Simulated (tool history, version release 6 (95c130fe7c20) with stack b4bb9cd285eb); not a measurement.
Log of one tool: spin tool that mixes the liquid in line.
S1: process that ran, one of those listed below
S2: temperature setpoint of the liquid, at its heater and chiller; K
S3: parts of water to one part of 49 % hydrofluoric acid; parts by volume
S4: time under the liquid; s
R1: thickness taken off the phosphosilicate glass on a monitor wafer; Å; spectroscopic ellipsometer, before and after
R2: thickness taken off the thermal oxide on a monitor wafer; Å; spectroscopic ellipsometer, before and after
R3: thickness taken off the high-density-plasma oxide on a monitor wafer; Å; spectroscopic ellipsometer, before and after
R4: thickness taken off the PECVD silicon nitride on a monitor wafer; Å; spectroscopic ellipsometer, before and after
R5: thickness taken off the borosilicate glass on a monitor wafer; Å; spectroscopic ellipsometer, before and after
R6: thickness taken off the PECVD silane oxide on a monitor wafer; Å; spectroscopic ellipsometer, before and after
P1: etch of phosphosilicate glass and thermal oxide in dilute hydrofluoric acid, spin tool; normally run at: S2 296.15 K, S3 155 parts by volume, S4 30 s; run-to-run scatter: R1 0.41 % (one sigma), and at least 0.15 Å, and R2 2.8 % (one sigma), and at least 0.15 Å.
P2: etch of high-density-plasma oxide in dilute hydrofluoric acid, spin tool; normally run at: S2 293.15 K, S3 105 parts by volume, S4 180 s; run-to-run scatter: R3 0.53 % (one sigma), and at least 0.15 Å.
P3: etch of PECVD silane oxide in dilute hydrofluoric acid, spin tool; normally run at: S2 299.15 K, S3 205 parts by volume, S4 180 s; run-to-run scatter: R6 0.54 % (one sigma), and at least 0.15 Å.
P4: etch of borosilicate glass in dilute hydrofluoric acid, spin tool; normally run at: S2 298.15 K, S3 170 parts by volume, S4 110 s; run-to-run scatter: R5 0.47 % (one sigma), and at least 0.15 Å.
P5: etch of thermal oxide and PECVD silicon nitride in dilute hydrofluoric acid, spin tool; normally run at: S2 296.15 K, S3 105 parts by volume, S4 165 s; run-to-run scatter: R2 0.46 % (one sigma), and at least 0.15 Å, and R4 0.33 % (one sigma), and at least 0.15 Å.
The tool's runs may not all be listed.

{"run": 1, "hour": 9.9, "S1": "P1", "S2": 296.15, "S3": 155, "S4": 30, "R1": 342.62, "R2": 8.3584}
{"run": 2, "hour": 20.3, "S1": "P1", "S2": 296.15, "S3": 280, "S4": 30, "R1": 166.13, "R2": 3.7633}
{"run": 3, "hour": 29.7, "S1": "P2", "S2": 298.15, "S3": 105, "S4": 180, "R3": 98.441}
{"run": 4, "hour": 44.9, "S1": "P5", "S2": 296.15, "S3": 105, "S4": 165, "R2": 72.453, "R4": 62.242}
{"run": 5, "hour": 59.6, "S1": "P1", "S2": 296.15, "S3": 90, "S4": 15, "R1": 318.82, "R2": 8.4497}
{"run": 6, "hour": 68.4, "S1": "P5", "S2": 296.15, "S3": 45, "S4": 165, "R2": 183.47, "R4": 143.27}
{"run": 7, "hour": 78.9, "S1": "P5", "S2": 300.65, "S3": 105, "S4": 165, "R2": 86.816, "R4": 82.921}
{"run": 8, "hour": 93.0, "S1": "P5", "S2": 296.15, "S3": 105, "S4": 55, "R2": 24.335, "R4": 21.083}
{"run": 9, "hour": 100.2, "S1": "P2", "S2": 293.15, "S3": 105, "S4": 180, "R3": 79.847}
{"run": 10, "hour": 111.3, "S1": "P1", "S2": 290.15, "S3": 155, "S4": 30, "R1": 271.6, "R2": 6.38}
{"run": 11, "hour": 125.0, "S1": "P4", "S2": 291.65, "S3": 170, "S4": 110, "R5": 81.695}
{"run": 12, "hour": 139.6, "S1": "P1", "S2": 296.15, "S3": 155, "S4": 60, "R1": 687.48, "R2": 16.7}
{"run": 13, "hour": 147.6, "S1": "P3", "S2": 303.15, "S3": 205, "S4": 180, "R6": 217.23}
{"run": 14, "hour": 154.9, "S1": "P4", "S2": 298.15, "S3": 305, "S4": 110, "R5": 51.019}
{"run": 15, "hour": 167.6, "S1": "P4", "S2": 298.15, "S3": 170, "S4": 110, "R5": 105.35}
{"run": 16, "hour": 176.5, "S1": "P1", "S2": 296.15, "S3": 155, "S4": 30, "R1": 340.56, "R2": 9.1818}
{"run": 17, "hour": 192.2, "S1": "P1", "S2": 296.15, "S3": 155, "S4": 30, "R1": 343.1, "R2": 8.1464}
{"run": 18, "hour": 199.1, "S1": "P3", "S2": 299.15, "S3": 205, "S4": 180, "R6": 191.03}
{"run": 19, "hour": 210.4, "S1": "P3", "S2": 299.15, "S3": 205, "S4": 260, "R6": 275.31}
{"run": 20, "hour": 219.6, "S1": "P2", "S2": 293.15, "S3": 190, "S4": 180, "R3": 40.704}
{"run": 21, "hour": 227.6, "S1": "P1", "S2": 304.15, "S3": 155, "S4": 30, "R1": 459.04, "R2": 11.468}
{"run": 22, "hour": 242.3, "S1": "P4", "S2": 298.15, "S3": 170, "S4": 15, "R5": 14.229}
{"run": 23, "hour": 252.8, "S1": "P2", "S2": 293.15, "S3": 105, "S4": 180, "R3": 80.459}
{"run": 24, "hour": 262.9, "S1": "P1", "S2": 296.15, "S3": 155, "S4": 30, "R1": 342.29, "R2": 8.6495}
{"run": 25, "hour": 275.9, "S1": "P3", "S2": 299.15, "S3": 335, "S4": 180, "R6": 101.38}
{"run": 26, "hour": 291.4, "S1": "P2", "S2": 293.15, "S3": 105, "S4": 45, "R3": 19.889}
{"run": 27, "hour": 301.0, "S1": "P1", "S2": 304.15, "S3": 275, "S4": 30, "R1": 222.62, "R2": 5.4316}
{"run": 28, "hour": 316.6, "S1": "P1", "S2": 296.15, "S3": 155, "S4": 15, "R1": 170.14, "R2": 4.1048}
{"run": 29, "hour": 327.6, "S1": "P1", "S2": 296.15, "S3": 20, "S4": 30, "R1": 3098.6, "R2": 81.022}
{"run": 30, "hour": 336.8, "S1": "P1", "S2": 296.15, "S3": 155, "S4": 30, "R1": 344.31, "R2": 8.653}
{"run": 31, "hour": 349.3, "S1": "P1", "S2": 296.15, "S3": 155, "S4": 30, "R1": 348.26, "R2": 8.6888}
{"run": 32, "hour": 356.2, "S1": "P1", "S2": 296.15, "S3": 155, "S4": 30, "R1": 353.82, "R2": 9.2183}
{"run": 33, "hour": 369.5, "S1": "P1", "S2": 296.15, "S3": 155, "S4": 30, "R1": 354.88, "R2": 8.8268}
{"run": 34, "hour": 380.3, "S1": "P1", "S2": 296.15, "S3": 155, "S4": 30, "R1": 355.23, "R2": 8.9243}
{"run": 35, "hour": 389.1, "S1": "P1", "S2": 296.15, "S3": 155, "S4": 30, "R1": 359.54, "R2": 8.5444}
{"run": 36, "hour": 400.5, "S1": "P1", "S2": 296.15, "S3": 155, "S4": 30, "R1": 358.39, "R2": 8.817}
{"run": 37, "hour": 414.2, "S1": "P1", "S2": 296.15, "S3": 155, "S4": 30, "R1": 358.32, "R2": 8.7878}
{"run": 38, "hour": 427.2, "S1": "P1", "S2": 296.15, "S3": 155, "S4": 30, "R1": 358.17, "R2": 8.43}
{"run": 39, "hour": 434.3, "S1": "P1", "S2": 296.15, "S3": 155, "S4": 30, "R1": 360.28, "R2": 8.9148}
{"run": 40, "hour": 447.0, "S1": "P1", "S2": 296.15, "S3": 155, "S4": 30, "R1": 359.51, "R2": 9.363}

What P1 gives has crept away from where it was. These 2 causes fit the log equally well, each at the size given:
A: hydrofluoric acid flow above the setpoint (%) = 4.62
B: liquid hotter than its thermometer reads (K) = 1.39
The creep began at about hour 336.8.

4 check runs are offered, one wafer each, their results left as question marks. Which one tells the causes apart?
{"run": "check 1", "hour": 459.7, "S1": "P2", "S2": 293.15, "S3": 180, "S4": 65, "R3": "?"}
{"run": "check 2", "hour": 459.7, "S1": "P5", "S2": 296.15, "S3": 75, "S4": 70, "R2": "?", "R4": "?"}
{"run": "check 3", "hour": 459.7, "S1": "P3", "S2": 303.15, "S3": 205, "S4": 180, "R6": "?"}
{"run": "check 4", "hour": 459.7, "S1": "P4", "S2": 298.15, "S3": 240, "S4": 40, "R5": "?"}

What each check would give under each cause:
check=check_1 result=R3 if_A=16.535 if_B=16.547
check=check_2 result=R2 if_A=47.171 if_B=47.501
check=check_2 result=R4 if_A=38.391 if_B=40.301
check=check_3 result=R6 if_A=231.26 if_B=229.25
check=check_4 result=R5 if_A=26.604 if_B=26.41
How far apart the two closest causes lie, in the result that separates them most: check 1 0.07 %; check 2 4.85 %; check 3 0.88 %; check 4 0.73 %
Check 2 tells the causes apart: in the others they would give nearly the same result.

Check 2 was then run and gave: R2 47.686 Å; R4 40.351 Å. Which cause is it?

It is B: liquid hotter than its thermometer reads (K).
